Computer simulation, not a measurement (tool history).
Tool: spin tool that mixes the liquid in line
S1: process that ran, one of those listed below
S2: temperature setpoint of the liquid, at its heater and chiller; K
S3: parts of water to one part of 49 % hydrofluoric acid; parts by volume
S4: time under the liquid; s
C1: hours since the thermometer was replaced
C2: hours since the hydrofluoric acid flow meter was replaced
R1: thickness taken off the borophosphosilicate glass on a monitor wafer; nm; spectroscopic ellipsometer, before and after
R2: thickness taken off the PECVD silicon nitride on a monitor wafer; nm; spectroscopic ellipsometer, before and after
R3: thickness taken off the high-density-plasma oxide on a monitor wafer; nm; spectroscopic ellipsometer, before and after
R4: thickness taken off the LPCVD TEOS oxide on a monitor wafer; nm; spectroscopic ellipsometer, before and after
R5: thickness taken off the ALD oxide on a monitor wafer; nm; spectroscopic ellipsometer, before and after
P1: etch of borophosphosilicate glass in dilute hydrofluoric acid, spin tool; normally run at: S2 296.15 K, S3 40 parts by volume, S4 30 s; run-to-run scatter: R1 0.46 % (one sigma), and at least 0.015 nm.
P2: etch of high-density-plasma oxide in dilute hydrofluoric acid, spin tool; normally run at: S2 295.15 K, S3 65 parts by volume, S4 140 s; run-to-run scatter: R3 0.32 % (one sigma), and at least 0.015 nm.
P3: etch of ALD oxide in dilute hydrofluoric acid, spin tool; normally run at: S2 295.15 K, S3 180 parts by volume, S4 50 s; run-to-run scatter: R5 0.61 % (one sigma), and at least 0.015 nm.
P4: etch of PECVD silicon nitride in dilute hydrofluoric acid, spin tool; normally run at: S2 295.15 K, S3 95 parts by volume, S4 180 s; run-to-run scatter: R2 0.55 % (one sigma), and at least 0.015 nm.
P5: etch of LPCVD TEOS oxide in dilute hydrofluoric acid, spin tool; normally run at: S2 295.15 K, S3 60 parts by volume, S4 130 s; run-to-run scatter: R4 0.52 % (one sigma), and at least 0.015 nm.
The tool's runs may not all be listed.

run,hour,S1,S2,S3,S4,C1,C2,R1,R2,R3,R4,R5
1,8.9,P1,296.15,40,30,375.9,255.3,31.988,,,,
2,13.3,P4,295.15,95,270,380.3,259.7,,6.4317,,,
3,18.8,P2,295.15,65,140,385.8,265.2,,,10.742,,
4,26.7,P4,295.15,35,180,393.7,273.1,,11.083,,,
5,32.5,P5,295.15,25,130,399.5,278.9,,,,113.81,
6,42.3,P5,295.15,60,255,409.3,288.7,,,,90.931,
7,52.4,P1,296.15,40,30,419.4,298.8,31.706,,,,
8,62.2,P4,290.15,95,180,429.2,308.6,,2.988,,,
9,67.4,P3,295.15,45,50,434.4,313.8,,,,,19.367
10,76.8,P5,295.15,60,130,443.8,323.2,,,,45.958,
11,84.8,P3,290.15,180,50,451.8,331.2,,,,,3.3859
12,90.5,P1,290.15,40,30,457.5,336.9,24.939,,,,
# hour 95.9: thermometer replaced
13,96.3,P1,296.15,40,30,0.4,342.7,31.996,,,,
14,104.7,P2,295.15,65,275,8.8,351.1,,,21.057,,
15,111.1,P1,302.15,40,30,15.2,357.5,40.511,,,,
16,115.7,P1,296.15,40,15,19.8,362.1,16.026,,,,
17,122.6,P1,296.15,40,65,26.7,369,69.537,,,,
18,132.1,P2,295.15,110,140,36.2,378.5,,,5.9596,,
19,141.5,P3,295.15,180,50,45.6,387.9,,,,,4.1661
20,147,P1,296.15,60,30,51.1,393.4,20.711,,,,
21,153.1,P1,296.15,40,30,57.2,399.5,32.146,,,,
22,161.5,P1,296.15,20,55,65.6,407.9,119.66,,,,
23,166.3,P1,296.15,20,30,70.4,412.7,65.407,,,,
24,173.9,P2,290.15,65,140,78,420.3,,,8.6504,,
25,182.1,P5,290.15,60,130,86.2,428.5,,,,37.135,
26,191.8,P1,296.15,40,30,95.9,438.2,31.909,,,,
27,201.9,P4,295.15,95,180,106,448.3,,4.2115,,,
28,211.6,P3,295.15,180,15,115.7,458,,,,,1.2554
29,219.7,P5,295.15,60,130,123.8,466.1,,,,45.855,
30,226.6,P1,296.15,40,30,130.7,473,31.91,,,,
31,233.2,P1,296.15,40,30,137.3,479.6,31.204,,,,
32,241.9,P1,296.15,40,30,146,488.3,30.2,,,,
33,251.9,P1,296.15,40,30,156,498.3,29.914,,,,
34,256.5,P1,296.15,40,30,160.6,502.9,29.641,,,,
35,262.4,P1,296.15,40,30,166.5,508.8,29.581,,,,
36,269.4,P1,296.15,40,30,173.5,515.8,29.384,,,,
37,278.2,P1,296.15,40,30,182.3,524.6,28.929,,,,
38,286.6,P1,296.15,40,30,190.7,533,29.32,,,,
39,293.3,P1,296.15,40,30,197.4,539.7,29.124,,,,
40,300.9,P1,296.15,40,30,205,547.3,28.928,,,,
41,310.9,P1,296.15,40,30,215,557.3,28.841,,,,

What P1 gives has crept away from where it was. These 2 causes fit the log equally well, each at the size given:
A: hydrofluoric acid flow below the setpoint (%) = 8.69
B: liquid colder than its thermometer reads (K) = 2.28
The creep began at about hour 226.6.

4 check runs are offered, one wafer each, their results left as question marks. Which one tells the causes apart?
check 1,320.9,P5,291.15,30,130,,,,,,?,
check 2,320.9,P4,290.15,95,180,,,,?,,,
check 3,320.9,P2,290.15,65,140,,,,,?,,
check 4,320.9,P3,290.15,70,50,,,,,,,?

What each check would give under each cause:
check,result,if A,if B
check 1,R4,73.177,72.721
check 2,R2,2.74,2.5477
check 3,R3,7.8663,7.8551
check 4,R5,8.8546,8.8479
How far apart the two closest causes lie, in the result that separates them most: check 1 0.63 %; check 2 7.28 %; check 3 0.14 %; check 4 0.08 %
Check 2 tells the causes apart: in the others they would give nearly the same result.

Then check 2 was run and gave: R2 2.7576 nm. Which cause is it?

It is A: hydrofluoric acid flow below the setpoint (%).
